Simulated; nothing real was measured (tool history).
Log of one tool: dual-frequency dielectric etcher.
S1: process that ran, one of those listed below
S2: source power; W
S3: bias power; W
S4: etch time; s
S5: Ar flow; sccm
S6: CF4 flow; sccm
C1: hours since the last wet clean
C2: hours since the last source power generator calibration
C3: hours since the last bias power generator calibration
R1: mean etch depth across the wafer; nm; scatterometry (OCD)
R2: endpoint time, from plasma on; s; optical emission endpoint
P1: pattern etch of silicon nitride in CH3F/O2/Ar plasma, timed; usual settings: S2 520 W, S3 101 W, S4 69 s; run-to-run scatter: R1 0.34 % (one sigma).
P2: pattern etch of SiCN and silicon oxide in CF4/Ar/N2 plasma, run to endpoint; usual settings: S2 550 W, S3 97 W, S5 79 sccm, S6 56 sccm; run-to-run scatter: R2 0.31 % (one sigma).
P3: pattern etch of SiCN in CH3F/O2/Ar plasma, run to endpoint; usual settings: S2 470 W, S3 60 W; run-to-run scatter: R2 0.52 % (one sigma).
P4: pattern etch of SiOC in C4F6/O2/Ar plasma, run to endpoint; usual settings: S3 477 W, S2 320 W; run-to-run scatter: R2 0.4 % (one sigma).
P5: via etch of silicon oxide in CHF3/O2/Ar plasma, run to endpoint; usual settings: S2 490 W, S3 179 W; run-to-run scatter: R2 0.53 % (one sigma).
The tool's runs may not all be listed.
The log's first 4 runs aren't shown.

run     day  S1   S2   S3  S4  S5  S6     C1      C2     C3      R1      R2
  5   2.354  P1  320  101  69          366.7  3952.9  930.5  49.939
  6   2.746  P2  550   97      79  56  376.1  3962.3  939.9          13.109
  7   3.208  P1  520  101  46          387.2  3973.4    951  40.082
      3.458  -- bias power generator calibrated
  8   3.925  P1  520   64  69          404.4  3990.6   11.2  51.337
  9     4.5  P1  520  101  69          418.2  4004.4     25  59.614
 10   4.921  P2  750   97      79  56  428.3  4014.5   35.1          9.9767
 11   5.317  P2  550   97      60  56  437.8    4024   44.6          12.597
 12   5.658  P1  630  101  69            446  4032.2   52.8  64.109
      5.688  -- wet clean of the chamber
 13   6.012  P5  490  179                7.9  4040.7   61.3          324.96
 14   6.725  P5  490  125                 25  4057.8   78.4          362.86
 15   7.442  P2  550   97      79  34   42.2    4075   95.6          14.185
 16   7.971  P4  190  477               54.9  4087.7  108.3          13.329
 17   8.329  P3  470   76               63.5  4096.3  116.9          16.862
 18   9.058  P2  550   79      79  56     81  4113.8  134.4          14.115
 19   9.546  P1  610   70  69           92.7  4125.5  146.1  56.129
 20  10.079  P3  470   60              105.5  4138.3  158.9          18.246
 21  10.658  P3  470   60              119.4  4152.2  172.8           18.33

Forecast run 22:
 22  11.3  P2  550  97      79  56  134.8  4167.6  188.2       ?

Run 22 gave R2 13.147 s.
